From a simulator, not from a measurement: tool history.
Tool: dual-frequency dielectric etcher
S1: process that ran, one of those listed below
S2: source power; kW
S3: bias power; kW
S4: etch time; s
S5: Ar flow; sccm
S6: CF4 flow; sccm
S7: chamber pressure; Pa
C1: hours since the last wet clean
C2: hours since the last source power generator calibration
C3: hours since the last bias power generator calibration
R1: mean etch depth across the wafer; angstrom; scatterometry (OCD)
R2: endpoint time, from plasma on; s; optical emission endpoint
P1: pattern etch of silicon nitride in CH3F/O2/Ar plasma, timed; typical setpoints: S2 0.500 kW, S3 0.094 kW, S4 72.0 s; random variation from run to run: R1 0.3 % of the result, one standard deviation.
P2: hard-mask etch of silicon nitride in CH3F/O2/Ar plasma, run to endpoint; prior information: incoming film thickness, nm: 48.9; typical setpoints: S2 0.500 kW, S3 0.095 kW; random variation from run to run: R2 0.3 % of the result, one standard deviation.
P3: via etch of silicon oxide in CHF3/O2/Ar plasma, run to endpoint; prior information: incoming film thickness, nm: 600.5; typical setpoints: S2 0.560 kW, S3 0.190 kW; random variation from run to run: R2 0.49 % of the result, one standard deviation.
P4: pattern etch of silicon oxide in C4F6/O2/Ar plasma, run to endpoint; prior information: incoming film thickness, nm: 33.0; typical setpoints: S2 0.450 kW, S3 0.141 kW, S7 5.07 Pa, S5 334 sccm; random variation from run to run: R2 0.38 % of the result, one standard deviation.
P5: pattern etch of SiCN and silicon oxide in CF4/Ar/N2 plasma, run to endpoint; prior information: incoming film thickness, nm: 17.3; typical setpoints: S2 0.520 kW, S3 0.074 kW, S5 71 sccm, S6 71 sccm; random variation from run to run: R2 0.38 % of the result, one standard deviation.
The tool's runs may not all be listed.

{"run": 1, "hour": 8.1, "S1": "P1", "S2": 0.5, "S3": 0.094, "S4": 72.0, "C1": 129.5, "C2": 1922.6, "C3": 496.8, "R1": 598.29}
{"run": 2, "hour": 17.2, "S1": "P2", "S2": 0.68, "S3": 0.095, "C1": 138.6, "C2": 1931.7, "C3": 505.9, "R2": 52.717}
{"run": 3, "hour": 23.0, "S1": "P5", "S2": 0.52, "S3": 0.074, "S5": 71, "S6": 71, "C1": 144.4, "C2": 1937.5, "C3": 511.7, "R2": 16.846}
{"run": 4, "hour": 29.0, "S1": "P1", "S2": 0.4, "S3": 0.094, "S4": 72.0, "C1": 150.4, "C2": 1943.5, "C3": 517.7, "R1": 548.14}
{"run": 5, "hour": 36.9, "S1": "P1", "S2": 0.5, "S3": 0.094, "S4": 101.5, "C1": 158.3, "C2": 1951.4, "C3": 525.6, "R1": 843.61}
{"run": 6, "hour": 43.6, "S1": "P1", "S2": 0.5, "S3": 0.056, "S4": 72.0, "C1": 165.0, "C2": 1958.1, "C3": 532.3, "R1": 502.95}
{"run": 7, "hour": 51.0, "S1": "P4", "S2": 0.45, "S3": 0.141, "S5": 334, "S7": 5.07, "C1": 172.4, "C2": 1965.5, "C3": 539.7, "R2": 11.511}
{"run": 8, "hour": 57.9, "S1": "P3", "S2": 0.43, "S3": 0.19, "C1": 179.3, "C2": 1972.4, "C3": 546.6, "R2": 346.98}
{"run": 9, "hour": 64.4, "S1": "P1", "S2": 0.5, "S3": 0.094, "S4": 48.0, "C1": 185.8, "C2": 1978.9, "C3": 553.1, "R1": 398.07}
{"run": 10, "hour": 70.2, "S1": "P4", "S2": 0.45, "S3": 0.183, "S5": 334, "S7": 5.07, "C1": 191.6, "C2": 1984.7, "C3": 558.9, "R2": 10.592}
{"run": 11, "hour": 74.4, "S1": "P1", "S2": 0.5, "S3": 0.094, "S4": 72.0, "C1": 195.8, "C2": 1988.9, "C3": 563.1, "R1": 598.74}
{"run": 12, "hour": 82.0, "S1": "P1", "S2": 0.5, "S3": 0.094, "S4": 72.0, "C1": 203.4, "C2": 1996.5, "C3": 570.7, "R1": 599.87}
{"run": 13, "hour": 87.8, "S1": "P3", "S2": 0.56, "S3": 0.19, "C1": 209.2, "C2": 2002.3, "C3": 576.5, "R2": 312.31}
{"run": 14, "hour": 93.1, "S1": "P4", "S2": 0.29, "S3": 0.141, "S5": 334, "S7": 5.07, "C1": 214.5, "C2": 2007.6, "C3": 581.8, "R2": 13.751}
{"run": 15, "hour": 100.4, "S1": "P5", "S2": 0.52, "S3": 0.06, "S5": 71, "S6": 71, "C1": 221.8, "C2": 2014.9, "C3": 589.1, "R2": 18.003}
{"run": 16, "hour": 108.4, "S1": "P1", "S2": 0.5, "S3": 0.094, "S4": 72.0, "C1": 229.8, "C2": 2022.9, "C3": 597.1, "R1": 596.25}
{"run": 17, "hour": 114.2, "S1": "P2", "S2": 0.5, "S3": 0.095, "C1": 235.6, "C2": 2028.7, "C3": 602.9, "R2": 59.11}
{"run": 18, "hour": 122.6, "S1": "P3", "S2": 0.56, "S3": 0.149, "C1": 244.0, "C2": 2037.1, "C3": 611.3, "R2": 338.7}
{"run": 19, "hour": 129.5, "S1": "P1", "S2": 0.5, "S3": 0.094, "S4": 72.0, "C1": 250.9, "C2": 2044.0, "C3": 618.2, "R1": 596.42}
{"run": 20, "hour": 133.7, "S1": "P5", "S2": 0.38, "S3": 0.074, "S5": 71, "S6": 71, "C1": 255.1, "C2": 2048.2, "C3": 622.4, "R2": 22.299}
{"run": 21, "hour": 141.3, "S1": "P4", "S2": 0.45, "S3": 0.141, "S5": 423, "S7": 5.07, "C1": 262.7, "C2": 2055.8, "C3": 630.0, "R2": 11.923}
{"run": 22, "hour": 148.4, "S1": "P1", "S2": 0.64, "S3": 0.094, "S4": 72.0, "C1": 269.8, "C2": 2062.9, "C3": 637.1, "R1": 655.67}
{"run": 23, "hour": 154.1, "S1": "P5", "S2": 0.52, "S3": 0.074, "S5": 71, "S6": 87, "C1": 275.5, "C2": 2068.6, "C3": 642.8, "R2": 16.448}
{"run": 24, "hour": 158.5, "S1": "P4", "S2": 0.45, "S3": 0.141, "S5": 334, "S7": 5.07, "C1": 279.9, "C2": 2073.0, "C3": 647.2, "R2": 11.523}
{"run": 25, "hour": 163.6, "S1": "P4", "S2": 0.45, "S3": 0.141, "S5": 334, "S7": 6.87, "C1": 285.0, "C2": 2078.1, "C3": 652.3, "R2": 11.987}
{"run": 26, "hour": 170.2, "S1": "P1", "S2": 0.31, "S3": 0.094, "S4": 45.0, "C1": 291.6, "C2": 2084.7, "C3": 658.9, "R1": 310.81}
{"run": 27, "hour": 177.2, "S1": "P5", "S2": 0.52, "S3": 0.074, "S5": 71, "S6": 71, "C1": 298.6, "C2": 2091.7, "C3": 665.9, "R2": 16.795}
{"run": 28, "hour": 184.1, "S1": "P5", "S2": 0.52, "S3": 0.074, "S5": 46, "S6": 71, "C1": 305.5, "C2": 2098.6, "C3": 672.8, "R2": 15.949}
{"run": 29, "hour": 189.8, "S1": "P1", "S2": 0.5, "S3": 0.118, "S4": 72.0, "C1": 311.2, "C2": 2104.3, "C3": 678.5, "R1": 647.81}
{"run": 30, "hour": 199.1, "S1": "P2", "S2": 0.5, "S3": 0.069, "C1": 320.5, "C2": 2113.6, "C3": 687.8, "R2": 65.897}
{"run": 31, "hour": 205.0, "S1": "P1", "S2": 0.36, "S3": 0.094, "S4": 105.0, "C1": 326.4, "C2": 2119.5, "C3": 693.7, "R1": 772.88}
{"run": 32, "hour": 210.7, "S1": "P1", "S2": 0.5, "S3": 0.094, "S4": 72.0, "C1": 332.1, "C2": 2125.2, "C3": 699.4, "R1": 596.11}
{"run": 33, "hour": 219.6, "S1": "P1", "S2": 0.5, "S3": 0.094, "S4": 72.0, "C1": 341.0, "C2": 2134.1, "C3": 708.3, "R1": 603.44}
{"run": 34, "hour": 226.8, "S1": "P1", "S2": 0.5, "S3": 0.094, "S4": 72.0, "C1": 348.2, "C2": 2141.3, "C3": 715.5, "R1": 606.92}
{"run": 35, "hour": 230.9, "S1": "P1", "S2": 0.5, "S3": 0.094, "S4": 72.0, "C1": 352.3, "C2": 2145.4, "C3": 719.6, "R1": 603.75}
{"hour": 234.2, "done": "wet clean of the chamber"}
{"run": 36, "hour": 237.2, "S1": "P1", "S2": 0.5, "S3": 0.094, "S4": 72.0, "C1": 3.1, "C2": 2151.7, "C3": 725.9, "R1": 604.91}
{"run": 37, "hour": 244.3, "S1": "P1", "S2": 0.5, "S3": 0.094, "S4": 72.0, "C1": 10.2, "C2": 2158.8, "C3": 733.0, "R1": 604.77}
{"run": 38, "hour": 253.9, "S1": "P1", "S2": 0.5, "S3": 0.094, "S4": 72.0, "C1": 19.8, "C2": 2168.4, "C3": 742.6, "R1": 605.24}
{"run": 39, "hour": 258.7, "S1": "P1", "S2": 0.5, "S3": 0.094, "S4": 72.0, "C1": 24.6, "C2": 2173.2, "C3": 747.4, "R1": 605.34}

Compared with where it was, what P1 gives has crept away. Each cause listed below fits the log as well as the rest, at the size given for it:
A: bias power that arrives over what is set, % = 4.2
B: source power that arrives over what is set, % = 4.01
The creep began at about hour 210.7.
Ruled out, with reasons:
chamber walls in a state that raises the etch rate, %: serviced at hour 234.2, which brought nothing back

Each of the check runs listed below is run on 2 wafers and reports their average, with the results left as question marks. Pick the one under which the possible causes would lead to clearly different results.
{"run": "check 1", "hour": 263.5, "S1": "P3", "S2": 0.56, "S3": 0.19, "R2": "?"}
{"run": "check 2", "hour": 263.5, "S1": "P2", "S2": 0.5, "S3": 0.095, "R2": "?"}
{"run": "check 3", "hour": 263.5, "S1": "P5", "S2": 0.52, "S3": 0.074, "S5": 71, "S6": 71, "R2": "?"}
{"run": "check 4", "hour": 263.5, "S1": "P4", "S2": 0.45, "S3": 0.141, "S5": 334, "S7": 5.07, "R2": "?"}

Expected result of each check under each candidate cause:
check=check_1 result=R2 if_A=309.260 if_B=308.990
check=check_2 result=R2 if_A=58.341 if_B=58.343
check=check_3 result=R2 if_A=16.605 if_B=16.247
check=check_4 result=R2 if_A=11.387 if_B=11.349
Minimum pairwise separation of causes per check, each pair taken at its best-separating result: check 1 0.09 %; check 2 0 %; check 3 2.18 %; check 4 0.34 %
Only in check 3 would the causes give clearly different results; in the remaining checks their results would be nearly the same.

After running check 3, the following was obtained: R2 16.174 s. Which cause does this point to?

B is the cause: source power that arrives over what is set, %.
